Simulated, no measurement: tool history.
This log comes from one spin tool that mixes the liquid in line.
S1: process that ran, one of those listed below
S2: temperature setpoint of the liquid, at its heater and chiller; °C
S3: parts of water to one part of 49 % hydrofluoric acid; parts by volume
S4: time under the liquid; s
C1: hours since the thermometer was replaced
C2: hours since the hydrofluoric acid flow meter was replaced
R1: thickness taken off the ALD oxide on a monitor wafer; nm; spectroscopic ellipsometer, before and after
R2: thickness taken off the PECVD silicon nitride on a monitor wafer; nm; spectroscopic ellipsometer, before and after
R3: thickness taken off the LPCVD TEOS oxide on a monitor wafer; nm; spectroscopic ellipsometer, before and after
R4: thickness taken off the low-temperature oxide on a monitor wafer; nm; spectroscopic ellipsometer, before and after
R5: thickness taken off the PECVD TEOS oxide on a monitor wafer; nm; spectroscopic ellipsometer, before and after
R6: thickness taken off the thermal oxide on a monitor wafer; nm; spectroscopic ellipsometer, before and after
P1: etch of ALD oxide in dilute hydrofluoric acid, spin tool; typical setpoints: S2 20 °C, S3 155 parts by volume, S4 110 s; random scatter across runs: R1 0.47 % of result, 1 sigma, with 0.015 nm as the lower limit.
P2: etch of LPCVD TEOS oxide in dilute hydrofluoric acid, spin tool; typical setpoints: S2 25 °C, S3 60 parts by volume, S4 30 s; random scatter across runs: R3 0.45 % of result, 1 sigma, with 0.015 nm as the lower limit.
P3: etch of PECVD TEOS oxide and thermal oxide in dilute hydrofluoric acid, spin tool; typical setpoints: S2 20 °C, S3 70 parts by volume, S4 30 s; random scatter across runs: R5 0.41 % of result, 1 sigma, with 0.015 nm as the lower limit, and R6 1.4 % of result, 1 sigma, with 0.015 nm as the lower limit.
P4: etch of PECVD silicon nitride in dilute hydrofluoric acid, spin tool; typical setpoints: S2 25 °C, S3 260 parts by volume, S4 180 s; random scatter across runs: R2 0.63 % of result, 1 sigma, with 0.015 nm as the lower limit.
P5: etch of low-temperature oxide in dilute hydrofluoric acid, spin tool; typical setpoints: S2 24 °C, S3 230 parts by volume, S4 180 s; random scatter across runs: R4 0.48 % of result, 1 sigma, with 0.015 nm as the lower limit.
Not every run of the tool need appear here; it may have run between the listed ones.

run 1 hour=6.8 | S1=P1 S2=20 S3=155 S4=110 | C1=376.3 C2=835.7 | R1=9.6818
run 2 hour=14.5 | S1=P4 S2=25 S3=65 S4=180 | C1=384.0 C2=843.4 | R2=15.76900
run 3 hour=19.0 | S1=P2 S2=25 S3=60 S4=60 | C1=388.5 C2=847.9 | R3=63.039
run 4 hour=26.6 | S1=P1 S2=20 S3=155 S4=215 | C1=396.1 C2=855.5 | R1=18.8760
run 5 hour=30.3 | S1=P5 S2=18 S3=230 S4=180 | C1=399.8 C2=859.2 | R4=12.127
run 6 hour=34.8 | S1=P4 S2=25 S3=260 S4=180 | C1=404.3 C2=863.7 | R2=3.97690
run 7 hour=38.9 | S1=P1 S2=24 S3=155 S4=110 | C1=408.4 C2=867.8 | R1=11.2960
run 8 hour=43.4 | S1=P5 S2=24 S3=230 S4=180 | C1=412.9 C2=872.3 | R4=15.173
run 9 hour=49.2 | S1=P2 S2=20 S3=60 S4=30 | C1=418.7 C2=878.1 | R3=25.650
run 10 hour=55.2 | S1=P1 S2=20 S3=155 S4=110 | C1=424.7 C2=884.1 | R1=9.7200
run 11 hour=60.5 | S1=P4 S2=25 S3=260 S4=180 | C1=430.0 C2=889.4 | R2=3.97680
run 12 hour=65.6 | S1=P3 S2=20 S3=70 S4=50 | C1=435.1 C2=894.5 | R5=16.4900 R6=2.9230
run 13 hour=71.3 | S1=P3 S2=27 S3=70 S4=30 | C1=440.8 C2=900.2 | R5=12.9970 R6=2.2629
run 14 hour=79.5 | S1=P1 S2=20 S3=270 S4=190 | C1=449.0 C2=908.4 | R1=8.5997
run 15 hour=87.3 | S1=P1 S2=20 S3=260 S4=110 | C1=456.8 C2=916.2 | R1=5.2608
run 16 hour=93.5 | S1=P2 S2=25 S3=20 S4=30 | C1=463.0 C2=922.4 | R3=100.040
run 17 hour=97.5 | S1=P3 S2=20 S3=70 S4=30 | C1=467.0 C2=926.4 | R5=9.8306 R6=1.7978
run 18 hour=103.2 | S1=P5 S2=24 S3=230 S4=310 | C1=472.7 C2=932.1 | R4=26.177
run 19 hour=108.7 | S1=P3 S2=20 S3=70 S4=30 | C1=478.2 C2=937.6 | R5=9.8727 R6=1.7213
run 20 hour=113.4 | S1=P1 S2=20 S3=155 S4=110 | C1=482.9 C2=942.3 | R1=9.7000
run 21 hour=119.3 | S1=P5 S2=24 S3=230 S4=180 | C1=488.8 C2=948.2 | R4=15.034
run 22 hour=124.3 | S1=P1 S2=20 S3=155 S4=110 | C1=493.8 C2=953.2 | R1=9.7313
run 23 hour=130.7 | S1=P1 S2=20 S3=155 S4=110 | C1=500.2 C2=959.6 | R1=9.6507
run 24 hour=134.5 | S1=P4 S2=25 S3=260 S4=15 | C1=504.0 C2=963.4 | R2=0.32232
run 25 hour=140.6 | S1=P1 S2=20 S3=35 S4=110 | C1=510.1 C2=969.5 | R1=49.5590
run 26 hour=145.1 | S1=P2 S2=25 S3=60 S4=30 | C1=514.6 C2=974.0 | R3=31.473
run 27 hour=149.4 | S1=P4 S2=33 S3=260 S4=180 | C1=518.9 C2=978.3 | R2=6.33110
run 28 hour=154.1 | S1=P5 S2=24 S3=110 S4=180 | C1=523.6 C2=983.0 | R4=36.053
run 29 hour=158.7 | S1=P1 S2=20 S3=155 S4=15 | C1=528.2 C2=987.6 | R1=1.3269
run 30 hour=164.7 | S1=P1 S2=17 S3=155 S4=110 | C1=534.2 C2=993.6 | R1=8.6349
run 31 hour=170.4 | S1=P3 S2=20 S3=100 S4=30 | C1=539.9 C2=999.3 | R5=6.6344 R6=1.1773
run 32 hour=174.6 | S1=P1 S2=20 S3=155 S4=110 | C1=544.1 C2=1003.5 | R1=9.8265
run 33 hour=182.0 | S1=P1 S2=20 S3=155 S4=110 | C1=551.5 C2=1010.9 | R1=9.1925

Run 34 is up next; what results do you expect?
run 34 hour=188.0 | S1=P1 S2=20 S3=155 S4=110 | C1=557.5 C2=1016.9 | R1=?

Run 34 came out at R1 8.9815 nm.

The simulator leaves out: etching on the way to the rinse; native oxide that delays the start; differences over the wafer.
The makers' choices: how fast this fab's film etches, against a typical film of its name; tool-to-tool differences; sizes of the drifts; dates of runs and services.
